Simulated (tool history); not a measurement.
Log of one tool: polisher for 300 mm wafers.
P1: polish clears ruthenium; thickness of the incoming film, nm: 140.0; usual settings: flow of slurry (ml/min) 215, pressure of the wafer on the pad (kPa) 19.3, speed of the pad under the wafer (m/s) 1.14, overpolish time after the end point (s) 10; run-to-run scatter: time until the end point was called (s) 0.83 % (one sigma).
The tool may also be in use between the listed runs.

run	hour	flow of slurry (ml/min)	pressure of the wafer on the pad (kPa)	speed of the pad under the wafer (m/s)	overpolish time after the end point (s)	wafers polished on this pad	hours since the slurry nozzle was cleaned	hours since the head pressure was calibrated	time until the end point was called (s)
1	8.7	215	19.3	1.14	10	234	185.5	217.7	74.498
2	26.4	215	19.3	1.14	10	406	203.2	235.4	73.334
3	37.4	215	19.3	1.14	10	512	214.2	246.4	73.523
4	48.0	330	19.3	1.14	10	614	224.8	257.0	70.052
5	62.4	215	19.3	1.14	3	754	239.2	271.4	72.571
6	75.8	215	19.3	1.14	10	883	252.6	284.8	73.009
7	91.3	315	27.6	1.14	10	1033	268.1	300.3	49.374
8	101.7	215	19.3	1.14	10	1134	278.5	310.7	74.829
9	112.6	215	19.3	1.56	10	1239	289.4	321.6	53.496
10	129.2	215	19.3	1.14	10	1400	306.0	338.2	72.244
11	141.7	215	10.3	1.14	3	1521	318.5	350.7	136.860
# hour 147.7: head pressure recalibrated
12	152.7	215	19.3	1.14	10	1627	329.5	5.1	72.261
13	171.5	215	9.0	1.14	10	1809	348.3	23.9	157.050
14	190.7	215	19.3	1.14	20	1994	367.5	43.1	73.342
15	199.3	215	19.3	0.70	10	2078	376.1	51.7	119.360
16	211.1	215	31.0	1.14	10	2192	387.9	63.5	45.672
17	227.9	130	19.3	1.14	10	2354	404.7	80.3	80.360
18	239.3	215	19.3	1.14	10	2464	416.1	91.7	73.410
19	255.4	215	19.3	1.14	10	2620	432.2	107.8	76.885
20	271.4	215	19.3	1.14	10	2775	448.2	123.8	79.144
21	281.2	215	19.3	1.14	10	2870	458.0	133.6	78.900
# hour 295.1: head pressure recalibrated
22	299.1	215	19.3	1.14	10	3043	475.9	4.1	79.254
23	316.4	215	19.3	1.14	10	3210	493.2	21.4	80.369
24	327.3	215	19.3	1.14	10	3315	504.1	32.3	79.081

What P1 gives has crept away from where it was. These 2 causes fit the log equally well, each at the size given:
A: removal rate lost through wear of the pad, % = 7.41
B: slurry flow missing at the pad, % = 38.8
The creep began at about hour 239.3.
Why every other cause is out:
head's pressure below its setpoint, %: serviced at hour 295.1, which brought nothing back

4 check runs are offered, each on 2 wafers whose results are averaged, their results left as question marks. Which one tells the causes apart?
check 1	338.2	215	15.2	1.14	10				?
check 2	338.2	215	30.3	1.14	3				?
check 3	338.2	130	19.3	1.14	6				?
check 4	338.2	215	27.6	1.14	3				?

What each check would give under each cause:
check	result	if A	if B
check 1	time until the end point was called (s)	101.020	101.020
check 2	time until the end point was called (s)	50.512	50.511
check 3	time until the end point was called (s)	85.930	89.841
check 4	time until the end point was called (s)	55.563	55.562
How far apart the two closest causes lie, in the result that separates them most: check 1 0 %; check 2 0 %; check 3 4.45 %; check 4 0 %
Check 3 tells the causes apart: in the others they would give nearly the same result.

Check 3 was then run and gave: time until the end point was called (s) 86.399. Which cause is it?

It is A: removal rate lost through wear of the pad, %.
